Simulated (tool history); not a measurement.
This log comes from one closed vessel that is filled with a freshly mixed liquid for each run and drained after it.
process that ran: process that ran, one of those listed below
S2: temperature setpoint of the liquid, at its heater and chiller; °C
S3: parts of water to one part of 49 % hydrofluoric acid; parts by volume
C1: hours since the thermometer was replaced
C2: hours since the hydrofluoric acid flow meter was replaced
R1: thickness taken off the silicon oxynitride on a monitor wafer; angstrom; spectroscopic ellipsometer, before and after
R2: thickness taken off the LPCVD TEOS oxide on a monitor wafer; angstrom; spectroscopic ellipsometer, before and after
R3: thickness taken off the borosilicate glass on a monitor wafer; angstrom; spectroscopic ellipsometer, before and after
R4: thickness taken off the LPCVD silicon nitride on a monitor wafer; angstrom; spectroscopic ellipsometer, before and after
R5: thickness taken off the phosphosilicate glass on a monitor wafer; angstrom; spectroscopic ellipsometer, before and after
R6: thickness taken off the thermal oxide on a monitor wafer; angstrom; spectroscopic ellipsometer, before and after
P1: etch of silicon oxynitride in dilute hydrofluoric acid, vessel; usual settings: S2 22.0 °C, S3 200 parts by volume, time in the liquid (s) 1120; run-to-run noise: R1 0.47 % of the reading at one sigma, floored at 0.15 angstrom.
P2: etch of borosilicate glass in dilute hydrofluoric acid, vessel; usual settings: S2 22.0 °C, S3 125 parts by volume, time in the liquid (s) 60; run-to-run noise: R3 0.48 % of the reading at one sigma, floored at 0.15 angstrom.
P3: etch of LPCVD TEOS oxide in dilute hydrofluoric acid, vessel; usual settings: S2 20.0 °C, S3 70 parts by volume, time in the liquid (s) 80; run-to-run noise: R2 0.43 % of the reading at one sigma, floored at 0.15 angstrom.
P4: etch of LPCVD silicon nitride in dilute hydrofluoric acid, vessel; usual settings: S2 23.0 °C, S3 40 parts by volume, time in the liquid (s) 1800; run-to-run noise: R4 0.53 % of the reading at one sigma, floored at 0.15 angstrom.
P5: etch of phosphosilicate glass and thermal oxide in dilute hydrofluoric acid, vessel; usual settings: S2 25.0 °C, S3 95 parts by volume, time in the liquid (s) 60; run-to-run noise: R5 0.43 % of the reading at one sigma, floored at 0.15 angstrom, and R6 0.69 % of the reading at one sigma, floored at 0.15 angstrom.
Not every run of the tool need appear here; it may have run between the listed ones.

{"run": 1, "day": 0.292, "process that ran": "P1", "S2": 22.0, "S3": 200, "time in the liquid (s)": 1120, "C1": 1769.2, "C2": 1081.2, "R1": 114.59}
{"run": 2, "day": 0.604, "process that ran": "P3", "S2": 20.0, "S3": 70, "time in the liquid (s)": 80, "C1": 1776.7, "C2": 1088.7, "R2": 550.2}
{"run": 3, "day": 0.833, "process that ran": "P1", "S2": 22.0, "S3": 295, "time in the liquid (s)": 1120, "C1": 1782.2, "C2": 1094.2, "R1": 72.702}
{"run": 4, "day": 1.079, "process that ran": "P2", "S2": 22.0, "S3": 125, "time in the liquid (s)": 30, "C1": 1788.1, "C2": 1100.1, "R3": 44.793}
{"run": 5, "day": 1.225, "process that ran": "P4", "S2": 23.0, "S3": 20, "time in the liquid (s)": 1800, "C1": 1791.6, "C2": 1103.6, "R4": 389.68}
{"run": 6, "day": 1.454, "process that ran": "P2", "S2": 22.0, "S3": 215, "time in the liquid (s)": 60, "C1": 1797.1, "C2": 1109.1, "R3": 47.044}
{"run": 7, "day": 1.65, "process that ran": "P5", "S2": 25.0, "S3": 95, "time in the liquid (s)": 30, "C1": 1801.8, "C2": 1113.8, "R5": 299.46, "R6": 16.12}
{"run": 8, "day": 1.821, "process that ran": "P1", "S2": 22.0, "S3": 200, "time in the liquid (s)": 1120, "C1": 1805.9, "C2": 1117.9, "R1": 114.76}
{"run": 9, "day": 2.125, "process that ran": "P1", "S2": 22.0, "S3": 90, "time in the liquid (s)": 1120, "C1": 1813.2, "C2": 1125.2, "R1": 277.03}
{"run": 10, "day": 2.338, "process that ran": "P1", "S2": 17.0, "S3": 45, "time in the liquid (s)": 1120, "C1": 1818.3, "C2": 1130.3, "R1": 441.31}
{"run": 11, "day": 2.612, "process that ran": "P5", "S2": 25.0, "S3": 95, "time in the liquid (s)": 60, "C1": 1824.9, "C2": 1136.9, "R5": 597.29, "R6": 31.473}
{"run": 12, "day": 2.912, "process that ran": "P3", "S2": 26.0, "S3": 70, "time in the liquid (s)": 80, "C1": 1832.1, "C2": 1144.1, "R2": 699.05}
{"run": 13, "day": 3.092, "process that ran": "P3", "S2": 20.0, "S3": 70, "time in the liquid (s)": 30, "C1": 1836.4, "C2": 1148.4, "R2": 205.71}
{"run": 14, "day": 3.362, "process that ran": "P4", "S2": 23.0, "S3": 40, "time in the liquid (s)": 3585, "C1": 1842.9, "C2": 1154.9, "R4": 404.57}
{"run": 15, "day": 3.571, "process that ran": "P1", "S2": 22.0, "S3": 200, "time in the liquid (s)": 1120, "C1": 1847.9, "C2": 1159.9, "R1": 114.04}
{"run": 16, "day": 3.879, "process that ran": "P3", "S2": 20.0, "S3": 125, "time in the liquid (s)": 80, "C1": 1855.3, "C2": 1167.3, "R2": 287.81}
{"run": 17, "day": 4.1, "process that ran": "P5", "S2": 19.0, "S3": 95, "time in the liquid (s)": 60, "C1": 1860.6, "C2": 1172.6, "R5": 470.87, "R6": 24.756}
{"run": 18, "day": 4.304, "process that ran": "P4", "S2": 23.0, "S3": 40, "time in the liquid (s)": 1800, "C1": 1865.5, "C2": 1177.5, "R4": 203.19}
{"run": 19, "day": 4.558, "process that ran": "P5", "S2": 25.0, "S3": 55, "time in the liquid (s)": 60, "C1": 1871.6, "C2": 1183.6, "R5": 1100.7, "R6": 57.35}
{"run": 20, "day": 4.862, "process that ran": "P1", "S2": 22.0, "S3": 200, "time in the liquid (s)": 1120, "C1": 1878.9, "C2": 1190.9, "R1": 114.6}
{"day": 4.908, "done": "hydrofluoric acid flow meter replaced"}
{"run": 21, "day": 5.012, "process that ran": "P1", "S2": 18.0, "S3": 200, "time in the liquid (s)": 1120, "C1": 1882.5, "C2": 2.5, "R1": 95.18}
{"run": 22, "day": 5.246, "process that ran": "P2", "S2": 29.0, "S3": 125, "time in the liquid (s)": 60, "C1": 1888.1, "C2": 8.1, "R3": 117.17}
{"run": 23, "day": 5.388, "process that ran": "P1", "S2": 22.0, "S3": 75, "time in the liquid (s)": 665, "C1": 1891.5, "C2": 11.5, "R1": 198.9}
{"run": 24, "day": 5.625, "process that ran": "P4", "S2": 29.5, "S3": 40, "time in the liquid (s)": 1800, "C1": 1897.2, "C2": 17.2, "R4": 309.84}
{"run": 25, "day": 5.867, "process that ran": "P5", "S2": 25.0, "S3": 95, "time in the liquid (s)": 60, "C1": 1903.0, "C2": 23.0, "R5": 602.73, "R6": 31.869}
{"run": 26, "day": 6.088, "process that ran": "P4", "S2": 23.0, "S3": 40, "time in the liquid (s)": 1800, "C1": 1908.3, "C2": 28.3, "R4": 203.59}
{"run": 27, "day": 6.312, "process that ran": "P1", "S2": 22.0, "S3": 200, "time in the liquid (s)": 1120, "C1": 1913.7, "C2": 33.7, "R1": 116.14}
{"run": 28, "day": 6.467, "process that ran": "P1", "S2": 29.0, "S3": 200, "time in the liquid (s)": 1120, "C1": 1917.4, "C2": 37.4, "R1": 157.1}
{"run": 29, "day": 6.729, "process that ran": "P1", "S2": 22.0, "S3": 200, "time in the liquid (s)": 1120, "C1": 1923.7, "C2": 43.7, "R1": 115.0}
{"run": 30, "day": 7.029, "process that ran": "P2", "S2": 22.0, "S3": 125, "time in the liquid (s)": 60, "C1": 1930.9, "C2": 50.9, "R3": 89.2}
{"run": 31, "day": 7.25, "process that ran": "P1", "S2": 22.0, "S3": 200, "time in the liquid (s)": 395, "C1": 1936.2, "C2": 56.2, "R1": 40.651}
{"run": 32, "day": 7.512, "process that ran": "P1", "S2": 22.0, "S3": 200, "time in the liquid (s)": 1680, "C1": 1942.5, "C2": 62.5, "R1": 171.72}
{"run": 33, "day": 7.65, "process that ran": "P1", "S2": 22.0, "S3": 200, "time in the liquid (s)": 1120, "C1": 1945.8, "C2": 65.8, "R1": 113.8}
{"run": 34, "day": 7.833, "process that ran": "P1", "S2": 22.0, "S3": 200, "time in the liquid (s)": 1120, "C1": 1950.2, "C2": 70.2, "R1": 114.41}
{"run": 35, "day": 8.146, "process that ran": "P1", "S2": 22.0, "S3": 200, "time in the liquid (s)": 1120, "C1": 1957.7, "C2": 77.7, "R1": 110.38}
{"run": 36, "day": 8.408, "process that ran": "P1", "S2": 22.0, "S3": 200, "time in the liquid (s)": 1120, "C1": 1964.0, "C2": 84.0, "R1": 108.38}
{"run": 37, "day": 8.638, "process that ran": "P1", "S2": 22.0, "S3": 200, "time in the liquid (s)": 1120, "C1": 1969.5, "C2": 89.5, "R1": 107.38}
{"run": 38, "day": 8.812, "process that ran": "P1", "S2": 22.0, "S3": 200, "time in the liquid (s)": 1120, "C1": 1973.7, "C2": 93.7, "R1": 107.12}
{"run": 39, "day": 9.117, "process that ran": "P1", "S2": 22.0, "S3": 200, "time in the liquid (s)": 1120, "C1": 1981.0, "C2": 101.0, "R1": 106.67}
{"run": 40, "day": 9.392, "process that ran": "P1", "S2": 22.0, "S3": 200, "time in the liquid (s)": 1120, "C1": 1987.6, "C2": 107.6, "R1": 106.74}
{"run": 41, "day": 9.546, "process that ran": "P1", "S2": 22.0, "S3": 200, "time in the liquid (s)": 1120, "C1": 1991.3, "C2": 111.3, "R1": 106.23}

What does the tool deliver on the next run?
{"run": 42, "day": 9.721, "process that ran": "P1", "S2": 22.0, "S3": 200, "time in the liquid (s)": 1120, "C1": 1995.5, "C2": 115.5, "R1": "?"}

R1: 106.490 angstrom
